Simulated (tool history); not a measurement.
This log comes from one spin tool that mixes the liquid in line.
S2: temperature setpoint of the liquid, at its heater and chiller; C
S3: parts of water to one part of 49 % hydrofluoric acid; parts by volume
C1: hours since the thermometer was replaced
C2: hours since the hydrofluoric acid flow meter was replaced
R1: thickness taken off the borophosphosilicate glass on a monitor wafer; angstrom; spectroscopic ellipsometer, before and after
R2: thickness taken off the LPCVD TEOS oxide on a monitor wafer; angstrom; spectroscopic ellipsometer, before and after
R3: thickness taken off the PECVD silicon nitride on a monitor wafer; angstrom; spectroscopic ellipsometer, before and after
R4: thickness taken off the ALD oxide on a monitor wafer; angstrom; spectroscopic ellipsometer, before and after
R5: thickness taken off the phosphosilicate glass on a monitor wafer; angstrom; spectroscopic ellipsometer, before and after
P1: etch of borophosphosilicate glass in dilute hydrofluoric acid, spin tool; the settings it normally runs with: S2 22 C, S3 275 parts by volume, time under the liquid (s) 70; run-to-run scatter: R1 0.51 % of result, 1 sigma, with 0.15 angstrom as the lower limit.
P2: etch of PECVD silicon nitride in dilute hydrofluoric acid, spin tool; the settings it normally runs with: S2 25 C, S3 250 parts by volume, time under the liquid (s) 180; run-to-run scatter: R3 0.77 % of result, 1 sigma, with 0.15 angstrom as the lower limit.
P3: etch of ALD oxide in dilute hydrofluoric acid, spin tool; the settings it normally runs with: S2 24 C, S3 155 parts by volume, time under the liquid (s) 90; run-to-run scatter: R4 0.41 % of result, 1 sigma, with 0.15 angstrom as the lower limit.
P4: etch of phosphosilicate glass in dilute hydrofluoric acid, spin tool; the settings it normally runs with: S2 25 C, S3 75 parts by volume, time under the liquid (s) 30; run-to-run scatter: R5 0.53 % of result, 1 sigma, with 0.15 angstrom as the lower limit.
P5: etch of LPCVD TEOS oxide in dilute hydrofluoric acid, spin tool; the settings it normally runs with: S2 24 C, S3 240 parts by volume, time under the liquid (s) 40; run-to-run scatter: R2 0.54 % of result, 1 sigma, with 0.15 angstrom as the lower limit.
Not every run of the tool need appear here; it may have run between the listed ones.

{"run": 1, "day": 0.329, "process that ran": "P1", "S2": 22, "S3": 275, "time under the liquid (s)": 70, "C1": 1292.7, "C2": 737.2, "R1": 88.837}
{"run": 2, "day": 0.525, "process that ran": "P1", "S2": 22, "S3": 275, "time under the liquid (s)": 15, "C1": 1297.4, "C2": 741.9, "R1": 18.958}
{"run": 3, "day": 0.829, "process that ran": "P1", "S2": 29.5, "S3": 275, "time under the liquid (s)": 100, "C1": 1304.7, "C2": 749.2, "R1": 164.15}
{"run": 4, "day": 1.004, "process that ran": "P1", "S2": 17, "S3": 275, "time under the liquid (s)": 70, "C1": 1308.9, "C2": 753.4, "R1": 73.015}
{"run": 5, "day": 1.233, "process that ran": "P1", "S2": 22, "S3": 275, "time under the liquid (s)": 70, "C1": 1314.4, "C2": 758.9, "R1": 88.95}
{"run": 6, "day": 1.479, "process that ran": "P5", "S2": 24, "S3": 240, "time under the liquid (s)": 15, "C1": 1320.3, "C2": 764.8, "R2": 29.181}
{"run": 7, "day": 1.708, "process that ran": "P2", "S2": 25, "S3": 250, "time under the liquid (s)": 75, "C1": 1325.8, "C2": 770.3, "R3": 11.809}
{"run": 8, "day": 2.012, "process that ran": "P3", "S2": 24, "S3": 155, "time under the liquid (s)": 90, "C1": 1333.1, "C2": 777.6, "R4": 182.4}
{"run": 9, "day": 2.321, "process that ran": "P1", "S2": 22, "S3": 275, "time under the liquid (s)": 70, "C1": 1340.5, "C2": 785, "R1": 89.246}
{"run": 10, "day": 2.488, "process that ran": "P2", "S2": 25, "S3": 250, "time under the liquid (s)": 180, "C1": 1344.5, "C2": 789, "R3": 28.416}
{"run": 11, "day": 2.704, "process that ran": "P3", "S2": 31.5, "S3": 155, "time under the liquid (s)": 90, "C1": 1349.7, "C2": 794.2, "R4": 238.04}
{"run": 12, "day": 2.946, "process that ran": "P1", "S2": 22, "S3": 60, "time under the liquid (s)": 70, "C1": 1355.5, "C2": 800, "R1": 520.64}
{"run": 13, "day": 3.162, "process that ran": "P2", "S2": 20.5, "S3": 250, "time under the liquid (s)": 180, "C1": 1360.7, "C2": 805.2, "R3": 21.453}
{"run": 14, "day": 3.454, "process that ran": "P1", "S2": 26, "S3": 275, "time under the liquid (s)": 100, "C1": 1367.7, "C2": 812.2, "R1": 146.83}
{"run": 15, "day": 3.812, "process that ran": "P5", "S2": 24, "S3": 240, "time under the liquid (s)": 40, "C1": 1376.3, "C2": 820.8, "R2": 77.74}
{"run": 16, "day": 4.042, "process that ran": "P1", "S2": 28.5, "S3": 275, "time under the liquid (s)": 70, "C1": 1381.8, "C2": 826.3, "R1": 111.89}
{"run": 17, "day": 4.25, "process that ran": "P4", "S2": 32, "S3": 75, "time under the liquid (s)": 30, "C1": 1386.8, "C2": 831.3, "R5": 770.36}
{"run": 18, "day": 4.446, "process that ran": "P3", "S2": 24, "S3": 155, "time under the liquid (s)": 50, "C1": 1391.5, "C2": 836, "R4": 100.64}
{"run": 19, "day": 4.654, "process that ran": "P1", "S2": 22, "S3": 470, "time under the liquid (s)": 70, "C1": 1396.5, "C2": 841, "R1": 43.69}
{"run": 20, "day": 4.971, "process that ran": "P2", "S2": 25, "S3": 390, "time under the liquid (s)": 180, "C1": 1404.1, "C2": 848.6, "R3": 18.036}
{"run": 21, "day": 5.258, "process that ran": "P4", "S2": 25, "S3": 75, "time under the liquid (s)": 30, "C1": 1411, "C2": 855.5, "R5": 583.56}
{"run": 22, "day": 5.512, "process that ran": "P1", "S2": 17, "S3": 490, "time under the liquid (s)": 70, "C1": 1417.1, "C2": 861.6, "R1": 35.357}
{"run": 23, "day": 5.817, "process that ran": "P3", "S2": 24, "S3": 155, "time under the liquid (s)": 90, "C1": 1424.4, "C2": 868.9, "R4": 181.33}
{"run": 24, "day": 6.142, "process that ran": "P4", "S2": 25, "S3": 140, "time under the liquid (s)": 30, "C1": 1432.2, "C2": 876.7, "R5": 289.51}
{"run": 25, "day": 6.488, "process that ran": "P4", "S2": 25, "S3": 75, "time under the liquid (s)": 30, "C1": 1440.5, "C2": 885, "R5": 580.89}
{"run": 26, "day": 6.846, "process that ran": "P1", "S2": 22, "S3": 275, "time under the liquid (s)": 115, "C1": 1449.1, "C2": 893.6, "R1": 145.04}
{"run": 27, "day": 7.112, "process that ran": "P4", "S2": 25, "S3": 75, "time under the liquid (s)": 15, "C1": 1455.5, "C2": 900, "R5": 290.9}
{"run": 28, "day": 7.396, "process that ran": "P5", "S2": 24, "S3": 410, "time under the liquid (s)": 40, "C1": 1462.3, "C2": 906.8, "R2": 38.954}
{"run": 29, "day": 7.654, "process that ran": "P5", "S2": 28, "S3": 240, "time under the liquid (s)": 40, "C1": 1468.5, "C2": 913, "R2": 90.083}
{"run": 30, "day": 7.988, "process that ran": "P1", "S2": 22, "S3": 275, "time under the liquid (s)": 70, "C1": 1476.5, "C2": 921, "R1": 89.043}
{"run": 31, "day": 8.188, "process that ran": "P3", "S2": 24, "S3": 40, "time under the liquid (s)": 90, "C1": 1481.3, "C2": 925.8, "R4": 810.12}
{"run": 32, "day": 8.446, "process that ran": "P1", "S2": 22, "S3": 275, "time under the liquid (s)": 70, "C1": 1487.5, "C2": 932, "R1": 90.271}
{"run": 33, "day": 8.642, "process that ran": "P1", "S2": 22, "S3": 275, "time under the liquid (s)": 70, "C1": 1492.2, "C2": 936.7, "R1": 87.791}
{"run": 34, "day": 8.804, "process that ran": "P1", "S2": 22, "S3": 275, "time under the liquid (s)": 70, "C1": 1496.1, "C2": 940.6, "R1": 86.166}
{"run": 35, "day": 9.088, "process that ran": "P1", "S2": 22, "S3": 275, "time under the liquid (s)": 70, "C1": 1502.9, "C2": 947.4, "R1": 85.379}
{"run": 36, "day": 9.362, "process that ran": "P1", "S2": 22, "S3": 275, "time under the liquid (s)": 70, "C1": 1509.5, "C2": 954, "R1": 84.246}
{"run": 37, "day": 9.717, "process that ran": "P1", "S2": 22, "S3": 275, "time under the liquid (s)": 70, "C1": 1518, "C2": 962.5, "R1": 83.656}
{"run": 38, "day": 9.946, "process that ran": "P1", "S2": 22, "S3": 275, "time under the liquid (s)": 70, "C1": 1523.5, "C2": 968, "R1": 82.513}
{"run": 39, "day": 10.3, "process that ran": "P1", "S2": 22, "S3": 275, "time under the liquid (s)": 70, "C1": 1532, "C2": 976.5, "R1": 83.235}

Predict the results of run 40:
{"run": 40, "day": 10.508, "process that ran": "P1", "S2": 22, "S3": 275, "time under the liquid (s)": 70, "C1": 1537, "C2": 981.5, "R1": "?"}

Run 40 came out at R1 82.121 angstrom.
